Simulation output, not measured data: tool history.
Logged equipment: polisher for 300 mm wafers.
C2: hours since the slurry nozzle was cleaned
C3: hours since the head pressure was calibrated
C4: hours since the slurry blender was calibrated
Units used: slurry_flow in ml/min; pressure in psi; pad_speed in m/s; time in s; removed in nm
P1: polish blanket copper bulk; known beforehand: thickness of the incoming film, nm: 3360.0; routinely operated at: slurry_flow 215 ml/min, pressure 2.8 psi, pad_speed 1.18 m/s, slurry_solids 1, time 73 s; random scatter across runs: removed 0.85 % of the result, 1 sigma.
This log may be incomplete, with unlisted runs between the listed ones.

run 1 day=0.133 | slurry_flow=215 pressure=2.8 pad_speed=1.18 slurry_solids=1 time=73 | wafers_polished_on_this_pad=159 C2=238.7 C3=264.6 C4=194.8 | removed=877.69
run 2 day=0.238 | slurry_flow=215 pressure=4 pad_speed=1.18 slurry_solids=1 time=73 | wafers_polished_on_this_pad=175 C2=241.2 C3=267.1 C4=197.3 | removed=1244.7
run 3 day=0.408 | slurry_flow=215 pressure=2.8 pad_speed=1.18 slurry_solids=1.45 time=73 | wafers_polished_on_this_pad=202 C2=245.3 C3=271.2 C4=201.4 | removed=949.35
run 4 day=0.512 | slurry_flow=130 pressure=2.8 pad_speed=1.18 slurry_solids=1 time=73 | wafers_polished_on_this_pad=218 C2=247.8 C3=273.7 C4=203.9 | removed=812.49
-- day=0.571 head pressure recalibrated
run 5 day=0.617 | slurry_flow=215 pressure=2.8 pad_speed=1.18 slurry_solids=1 time=42 | wafers_polished_on_this_pad=234 C2=250.3 C3=1.2 C4=206.4 | removed=498.44
run 6 day=0.733 | slurry_flow=160 pressure=1.6 pad_speed=1.18 slurry_solids=1 time=73 | wafers_polished_on_this_pad=252 C2=253.1 C3=4 C4=209.2 | removed=483.27
run 7 day=0.9 | slurry_flow=215 pressure=1.5 pad_speed=1.18 slurry_solids=1 time=73 | wafers_polished_on_this_pad=278 C2=257.1 C3=8 C4=213.2 | removed=466.29
run 8 day=1.046 | slurry_flow=280 pressure=2.8 pad_speed=1.18 slurry_solids=1 time=73 | wafers_polished_on_this_pad=301 C2=260.6 C3=11.5 C4=216.7 | removed=911.84
run 9 day=1.162 | slurry_flow=215 pressure=2.8 pad_speed=1.72 slurry_solids=1 time=73 | wafers_polished_on_this_pad=319 C2=263.4 C3=14.3 C4=219.5 | removed=1292
run 10 day=1.338 | slurry_flow=215 pressure=2.8 pad_speed=0.72 slurry_solids=1 time=73 | wafers_polished_on_this_pad=346 C2=267.6 C3=18.5 C4=223.7 | removed=538.49
run 11 day=1.508 | slurry_flow=215 pressure=1.5 pad_speed=0.9 slurry_solids=1 time=73 | wafers_polished_on_this_pad=373 C2=271.7 C3=22.6 C4=227.8 | removed=354.91
run 12 day=1.629 | slurry_flow=215 pressure=2.8 pad_speed=1.18 slurry_solids=1 time=73 | wafers_polished_on_this_pad=392 C2=274.6 C3=25.5 C4=230.7 | removed=875.03
run 13 day=1.792 | slurry_flow=215 pressure=2.8 pad_speed=1.18 slurry_solids=1 time=114 | wafers_polished_on_this_pad=417 C2=278.5 C3=29.4 C4=234.6 | removed=1379.3
run 14 day=1.925 | slurry_flow=215 pressure=2.8 pad_speed=1.18 slurry_solids=1 time=73 | wafers_polished_on_this_pad=438 C2=281.7 C3=32.6 C4=237.8 | removed=881.17
run 15 day=2.042 | slurry_flow=215 pressure=2.8 pad_speed=1.18 slurry_solids=1 time=73 | wafers_polished_on_this_pad=456 C2=284.5 C3=35.4 C4=240.6 | removed=884.92
run 16 day=2.204 | slurry_flow=215 pressure=2.8 pad_speed=1.18 slurry_solids=1 time=73 | wafers_polished_on_this_pad=481 C2=288.4 C3=39.3 C4=244.5 | removed=877.79
-- day=2.367 slurry blender recalibrated
run 17 day=2.396 | slurry_flow=215 pressure=2 pad_speed=1.18 slurry_solids=1 time=48 | wafers_polished_on_this_pad=511 C2=293 C3=43.9 C4=0.7 | removed=407.5
run 18 day=2.592 | slurry_flow=215 pressure=2.8 pad_speed=1.18 slurry_solids=0.7 time=73 | wafers_polished_on_this_pad=541 C2=297.7 C3=48.6 C4=5.4 | removed=809.77
run 19 day=2.721 | slurry_flow=215 pressure=2.8 pad_speed=1.18 slurry_solids=1 time=73 | wafers_polished_on_this_pad=561 C2=300.8 C3=51.7 C4=8.5 | removed=877.66
run 20 day=2.888 | slurry_flow=215 pressure=2.8 pad_speed=1.18 slurry_solids=1 time=73 | wafers_polished_on_this_pad=587 C2=304.8 C3=55.7 C4=12.5 | removed=863.56
run 21 day=3.029 | slurry_flow=215 pressure=2.8 pad_speed=1.18 slurry_solids=1 time=73 | wafers_polished_on_this_pad=609 C2=308.2 C3=59.1 C4=15.9 | removed=856.56
run 22 day=3.2 | slurry_flow=215 pressure=2.8 pad_speed=1.18 slurry_solids=1 time=73 | wafers_polished_on_this_pad=636 C2=312.3 C3=63.2 C4=20 | removed=838.85
-- day=3.283 head pressure recalibrated
run 23 day=3.362 | slurry_flow=215 pressure=2.8 pad_speed=1.18 slurry_solids=1 time=73 | wafers_polished_on_this_pad=661 C2=316.2 C3=1.9 C4=23.9 | removed=839.12
-- day=3.446 slurry blender recalibrated
run 24 day=3.558 | slurry_flow=215 pressure=2.8 pad_speed=1.18 slurry_solids=1 time=73 | wafers_polished_on_this_pad=692 C2=320.9 C3=6.6 C4=2.8 | removed=821.58
run 25 day=3.675 | slurry_flow=215 pressure=2.8 pad_speed=1.18 slurry_solids=1 time=73 | wafers_polished_on_this_pad=710 C2=323.7 C3=9.4 C4=5.6 | removed=818.17
run 26 day=3.829 | slurry_flow=215 pressure=2.8 pad_speed=1.18 slurry_solids=1 time=73 | wafers_polished_on_this_pad=734 C2=327.4 C3=13.1 C4=9.3 | removed=828.1
run 27 day=3.946 | slurry_flow=215 pressure=2.8 pad_speed=1.18 slurry_solids=1 time=73 | wafers_polished_on_this_pad=752 C2=330.2 C3=15.9 C4=12.1 | removed=834.24

The log shows P1 creeping away from where it was. Any of the 2 causes listed here, at the size stated for it, fits the log just as well as the others:
A: slurry flow missing at the pad, % = 32.1
B: removal rate lost through wear of the pad, % = 5.54
Onset of the creep was near day 2.721.
Every other cause this tool's parts could produce, and why it does not fit the log:
head's pressure below its setpoint, %: serviced at day 3.283, which brought nothing back
abrasive missing from the slurry, %: serviced at day 3.446, which brought nothing back

The 4 check runs listed below each average the results of 5 wafers, and their outcomes are marked with question marks. Under which run would the listed causes produce clearly different results?
run check 1 day=4.062 | slurry_flow=130 pressure=2 pad_speed=1.18 slurry_solids=1 time=73 | removed=?
run check 2 day=4.062 | slurry_flow=215 pressure=2.8 pad_speed=1.18 slurry_solids=1.4 time=73 | removed=?
run check 3 day=4.062 | slurry_flow=215 pressure=1.6 pad_speed=1.18 slurry_solids=1 time=73 | removed=?
run check 4 day=4.062 | slurry_flow=215 pressure=2.8 pad_speed=1.7 slurry_solids=1 time=73 | removed=?

What every check run would give for each of its results, assuming each possible cause in turn:
check=check_1 result=removed if_A=528.19 if_B=546.01
check=check_2 result=removed if_A=889.87 if_B=889.85
check=check_3 result=removed if_A=472.45 if_B=472.44
check=check_4 result=removed if_A=1191.1 if_B=1191.1
Smallest distance between any two causes, each pair judged by its most separating result, in per cent: check 1 3.32 %; check 2 0 %; check 3 0 %; check 4 0 %
Check 1 is the one run that separates the causes; every other check would come out nearly the same whichever cause is at work.

After running check 1, the following was obtained: removed 528.11 nm. Which cause does this point to?

A is the cause: slurry flow missing at the pad, %.
